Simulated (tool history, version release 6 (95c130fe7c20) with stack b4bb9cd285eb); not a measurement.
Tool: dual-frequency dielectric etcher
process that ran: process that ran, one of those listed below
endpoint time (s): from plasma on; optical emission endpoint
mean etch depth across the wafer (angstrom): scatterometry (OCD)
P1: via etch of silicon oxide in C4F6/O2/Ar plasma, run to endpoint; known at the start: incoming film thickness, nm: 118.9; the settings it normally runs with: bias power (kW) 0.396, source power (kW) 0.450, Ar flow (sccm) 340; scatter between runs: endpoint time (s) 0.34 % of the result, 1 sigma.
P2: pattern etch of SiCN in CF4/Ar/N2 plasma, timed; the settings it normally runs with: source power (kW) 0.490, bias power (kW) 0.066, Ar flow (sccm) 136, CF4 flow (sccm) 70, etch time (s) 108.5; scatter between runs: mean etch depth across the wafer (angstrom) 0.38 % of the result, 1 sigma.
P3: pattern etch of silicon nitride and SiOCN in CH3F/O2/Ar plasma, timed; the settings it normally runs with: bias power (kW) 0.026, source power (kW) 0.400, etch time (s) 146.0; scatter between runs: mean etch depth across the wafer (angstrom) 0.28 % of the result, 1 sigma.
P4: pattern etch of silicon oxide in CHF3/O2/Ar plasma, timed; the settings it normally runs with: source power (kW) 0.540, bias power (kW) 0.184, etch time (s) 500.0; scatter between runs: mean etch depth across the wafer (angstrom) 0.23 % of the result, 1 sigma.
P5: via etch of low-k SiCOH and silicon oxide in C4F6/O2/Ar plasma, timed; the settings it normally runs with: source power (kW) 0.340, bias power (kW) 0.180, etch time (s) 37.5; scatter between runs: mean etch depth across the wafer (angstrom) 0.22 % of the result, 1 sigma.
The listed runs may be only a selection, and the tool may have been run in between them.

| run | hour | process that ran | bias power (kW) | source power (kW) | Ar flow (sccm) | CF4 flow (sccm) | etch time (s) | endpoint time (s) | mean etch depth across the wafer (angstrom) |
|---|---|---|---|---|---|---|---|---|---|
| 1 | 6.9 | P1 | 0.396 | 0.450 | 340 |  |  | 28.125 |  |
| 2 | 13.9 | P2 | 0.066 | 0.490 | 136 | 70 | 59.5 |  | 515.21 |
| 3 | 20.9 | P1 | 0.396 | 0.290 | 433 |  |  | 34.085 |  |
| 4 | 30.9 | P2 | 0.066 | 0.490 | 97 | 70 | 108.5 |  | 992.30 |
| 5 | 40.7 | P5 | 0.180 | 0.240 |  |  | 37.5 |  | 792.46 |
| 6 | 45.9 | P3 | 0.026 | 0.400 |  |  | 146.0 |  | 207.42 |
| 7 | 55.0 | P3 | 0.018 | 0.400 |  |  | 146.0 |  | 177.04 |
|  | 61.4 | wet clean of the chamber |
| 8 | 63.4 | P3 | 0.026 | 0.400 |  |  | 146.0 |  | 208.07 |
| 9 | 73.4 | P5 | 0.180 | 0.340 |  |  | 37.5 |  | 905.50 |
| 10 | 83.8 | P1 | 0.396 | 0.450 | 340 |  |  | 28.167 |  |
| 11 | 91.3 | P4 | 0.129 | 0.540 |  |  | 500.0 |  | 8594.20 |
| 12 | 99.8 | P2 | 0.066 | 0.490 | 136 | 70 | 108.5 |  | 934.64 |
| 13 | 106.1 | P3 | 0.026 | 0.400 |  |  | 215.0 |  | 304.80 |
| 14 | 114.6 | P1 | 0.310 | 0.450 | 340 |  |  | 30.839 |  |
| 15 | 122.4 | P5 | 0.180 | 0.340 |  |  | 37.5 |  | 902.68 |
| 16 | 129.2 | P1 | 0.396 | 0.590 | 340 |  |  | 25.357 |  |
| 17 | 136.0 | P4 | 0.184 | 0.330 |  |  | 500.0 |  | 7984.40 |
| 18 | 142.2 | P2 | 0.066 | 0.490 | 136 | 70 | 108.5 |  | 936.30 |
| 19 | 151.8 | P4 | 0.184 | 0.540 |  |  | 275.0 |  | 5280.00 |
| 20 | 158.2 | P2 | 0.066 | 0.490 | 136 | 86 | 108.5 |  | 973.93 |
| 21 | 165.2 | P4 | 0.184 | 0.540 |  |  | 500.0 |  | 9642.90 |
| 22 | 171.0 | P1 | 0.396 | 0.450 | 340 |  |  | 28.190 |  |
| 23 | 179.8 | P1 | 0.396 | 0.450 | 340 |  |  | 28.123 |  |
| 24 | 187.3 | P2 | 0.048 | 0.490 | 136 | 70 | 108.5 |  | 844.51 |
| 25 | 192.4 | P1 | 0.396 | 0.370 | 340 |  |  | 30.260 |  |
| 26 | 198.6 | P1 | 0.396 | 0.450 | 340 |  |  | 28.260 |  |
| 27 | 204.9 | P1 | 0.471 | 0.450 | 405 |  |  | 26.973 |  |
| 28 | 211.4 | P1 | 0.396 | 0.540 | 418 |  |  | 26.930 |  |
| 29 | 218.2 | P5 | 0.180 | 0.340 |  |  | 51.5 |  | 1241.00 |
| 30 | 223.8 | P5 | 0.246 | 0.340 |  |  | 37.5 |  | 1002.50 |
| 31 | 231.7 | P1 | 0.396 | 0.450 | 476 |  |  | 29.287 |  |
| 32 | 238.1 | P3 | 0.026 | 0.260 |  |  | 146.0 |  | 179.65 |
| 33 | 248.9 | P1 | 0.535 | 0.450 | 340 |  |  | 25.272 |  |
|  | 249.8 | Ar flow controller replaced |
| 34 | 255.7 | P2 | 0.066 | 0.300 | 136 | 70 | 108.5 |  | 613.44 |
| 35 | 262.3 | P4 | 0.184 | 0.540 |  |  | 500.0 |  | 9633.60 |
| 36 | 273.3 | P1 | 0.396 | 0.450 | 340 |  |  | 28.252 |  |
| 37 | 281.2 | P1 | 0.396 | 0.450 | 340 |  |  | 28.140 |  |
| 38 | 288.1 | P1 | 0.396 | 0.450 | 204 |  |  | 26.392 |  |
| 39 | 295.8 | P1 | 0.396 | 0.450 | 340 |  |  | 28.277 |  |
| 40 | 303.1 | P1 | 0.396 | 0.450 | 340 |  |  | 27.963 |  |
| 41 | 313.6 | P1 | 0.396 | 0.450 | 340 |  |  | 27.944 |  |
| 42 | 318.8 | P1 | 0.396 | 0.450 | 340 |  |  | 27.741 |  |
| 43 | 323.9 | P1 | 0.396 | 0.450 | 340 |  |  | 27.704 |  |
|  | 327.1 | wet clean of the chamber |
| 44 | 329.1 | P1 | 0.396 | 0.450 | 340 |  |  | 27.786 |  |
| 45 | 335.1 | P1 | 0.396 | 0.450 | 340 |  |  | 27.900 |  |
|  | 337.7 | Ar flow controller replaced |
| 46 | 344.4 | P1 | 0.396 | 0.450 | 340 |  |  | 27.672 |  |
| 47 | 352.5 | P1 | 0.396 | 0.450 | 340 |  |  | 27.641 |  |
| 48 | 358.6 | P1 | 0.396 | 0.450 | 340 |  |  | 27.750 |  |
| 49 | 365.6 | P1 | 0.396 | 0.450 | 340 |  |  | 27.725 |  |
| 50 | 371.1 | P1 | 0.396 | 0.450 | 340 |  |  | 27.582 |  |

Compared with where it was, what P1 gives has crept away. Each cause listed below fits the log as well as the rest, at the size given for it:
A: bias power that arrives over what is set, % = 4.81
B: source power that arrives over what is set, % = 4.63
At approximately hour 295.8, the process output began to creep.
What rules out each remaining cause:
chamber walls in a state that raises the etch rate, %: serviced at hour 327.1, after the change had begun; the process did not return to its earlier output
Ar flow that arrives under what is set, %: serviced at hour 337.7, after the change had begun; the process did not return to its earlier output

You are offered 4 check runs, listed below with question marks in place of their results; each one averages 2 wafers. Which run separates the listed causes by giving clearly different results for each?
| check 1 | 376.6 | P4 | 0.184 | 0.330 |  |  | 500.0 |  | ? |
| check 2 | 376.6 | P3 | 0.020 | 0.400 |  |  | 176.0 |  | ? |
| check 3 | 376.6 | P5 | 0.180 | 0.280 |  |  | 37.5 |  | ? |
| check 4 | 376.6 | P2 | 0.066 | 0.490 | 103 | 70 | 72.0 |  | ? |

What every check run would give for each of its results, assuming each possible cause in turn:
| check | result | if A | if B |
|---|---|---|---|
| check 1 | mean etch depth across the wafer (angstrom) | 8129.90 | 8134.10 |
| check 2 | mean etch depth across the wafer (angstrom) | 227.02 | 225.95 |
| check 3 | mean etch depth across the wafer (angstrom) | 852.85 | 854.72 |
| check 4 | mean etch depth across the wafer (angstrom) | 664.28 | 680.29 |
Per-check spread between the two closest causes, in the result where they differ most: check 1 0.05 %; check 2 0.47 %; check 3 0.22 %; check 4 2.38 %
Only check 4 tells the causes apart: in the others they would give nearly the same result.

Then check 4 was run and gave: mean etch depth across the wafer (angstrom) 664.92. Which cause is it?

Of the candidate causes, it is A: bias power that arrives over what is set, %.

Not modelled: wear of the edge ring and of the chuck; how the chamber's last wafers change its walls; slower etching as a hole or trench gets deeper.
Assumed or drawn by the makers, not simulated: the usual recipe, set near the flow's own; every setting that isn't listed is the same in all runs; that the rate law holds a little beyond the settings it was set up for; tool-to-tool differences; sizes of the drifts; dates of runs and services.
